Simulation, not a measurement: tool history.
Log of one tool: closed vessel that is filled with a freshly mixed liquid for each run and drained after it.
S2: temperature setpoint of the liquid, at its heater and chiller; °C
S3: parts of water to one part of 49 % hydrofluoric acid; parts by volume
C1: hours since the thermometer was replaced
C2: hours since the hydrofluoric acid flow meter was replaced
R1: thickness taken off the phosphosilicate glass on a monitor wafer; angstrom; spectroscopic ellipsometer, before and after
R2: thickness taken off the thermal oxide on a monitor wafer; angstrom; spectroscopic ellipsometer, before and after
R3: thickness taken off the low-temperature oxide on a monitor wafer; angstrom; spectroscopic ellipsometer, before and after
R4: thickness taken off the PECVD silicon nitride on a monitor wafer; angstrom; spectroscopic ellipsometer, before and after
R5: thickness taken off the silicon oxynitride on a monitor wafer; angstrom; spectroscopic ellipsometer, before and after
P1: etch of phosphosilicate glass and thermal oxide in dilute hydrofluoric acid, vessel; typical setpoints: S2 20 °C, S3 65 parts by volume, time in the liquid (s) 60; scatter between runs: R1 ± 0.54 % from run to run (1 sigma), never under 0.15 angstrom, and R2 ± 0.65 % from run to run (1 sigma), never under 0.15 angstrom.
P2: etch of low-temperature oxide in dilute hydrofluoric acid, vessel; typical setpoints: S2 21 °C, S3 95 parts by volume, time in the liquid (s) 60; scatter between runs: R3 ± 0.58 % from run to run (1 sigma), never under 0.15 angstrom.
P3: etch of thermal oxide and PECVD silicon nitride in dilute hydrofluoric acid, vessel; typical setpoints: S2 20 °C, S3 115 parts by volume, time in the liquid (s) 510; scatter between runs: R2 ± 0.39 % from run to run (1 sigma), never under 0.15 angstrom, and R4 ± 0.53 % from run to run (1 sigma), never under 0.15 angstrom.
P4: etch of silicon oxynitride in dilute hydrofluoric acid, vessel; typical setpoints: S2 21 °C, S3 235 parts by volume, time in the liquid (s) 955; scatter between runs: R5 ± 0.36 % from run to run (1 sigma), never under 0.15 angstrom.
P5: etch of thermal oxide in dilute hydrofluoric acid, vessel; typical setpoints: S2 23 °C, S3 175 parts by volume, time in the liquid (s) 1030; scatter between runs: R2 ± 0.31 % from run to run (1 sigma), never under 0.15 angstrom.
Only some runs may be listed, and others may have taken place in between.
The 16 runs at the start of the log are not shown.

Run 17, hour 232.3: process that ran P5, S2 23 °C, S3 175 parts by volume, time in the liquid (s) 470; C1 549.7; C2 999.3. Result: R2 109.43 angstrom.
Run 18, hour 248.7: process that ran P5, S2 23 °C, S3 40 parts by volume, time in the liquid (s) 1030; C1 566.1; C2 1015.7. Result: R2 1232.7 angstrom.
Run 19, hour 261.7: process that ran P3, S2 27.5 °C, S3 115 parts by volume, time in the liquid (s) 510; C1 579.1; C2 1028.7. Result: R2 234.92 angstrom, R4 110.09 angstrom.
Run 20, hour 277.6: process that ran P1, S2 17 °C, S3 65 parts by volume, time in the liquid (s) 60; C1 595; C2 1044.6. Result: R1 888.29 angstrom, R2 34.124 angstrom.
Run 21, hour 292: process that ran P1, S2 20 °C, S3 65 parts by volume, time in the liquid (s) 60; C1 609.4; C2 1059. Result: R1 1010.3 angstrom, R2 38.494 angstrom.
Run 22, hour 299.8: process that ran P1, S2 20 °C, S3 65 parts by volume, time in the liquid (s) 60; C1 617.2; C2 1066.8. Result: R1 1012.3 angstrom, R2 38.419 angstrom.
Run 23, hour 308: process that ran P1, S2 20 °C, S3 95 parts by volume, time in the liquid (s) 60; C1 625.4; C2 1075. Result: R1 671.5 angstrom, R2 25.261 angstrom.
Run 24, hour 324: process that ran P1, S2 20 °C, S3 65 parts by volume, time in the liquid (s) 85; C1 641.4; C2 1091. Result: R1 1428.8 angstrom, R2 54.871 angstrom.
Run 25, hour 332.3: process that ran P1, S2 20 °C, S3 65 parts by volume, time in the liquid (s) 30; C1 649.7; C2 1099.3. Result: R1 510.18 angstrom, R2 19.135 angstrom.
Run 26, hour 348.5: process that ran P1, S2 20 °C, S3 65 parts by volume, time in the liquid (s) 60; C1 665.9; C2 1115.5. Result: R1 1019.9 angstrom, R2 38.323 angstrom.

Run 27 has not been measured yet. What should we expect?
Run 27, hour 358.1: process that ran P4, S2 21 °C, S3 235 parts by volume, time in the liquid (s) 1530; C1 675.5; C2 1125.1. Result: R5 ?.

{"run 27": {"R5": 91.453}}
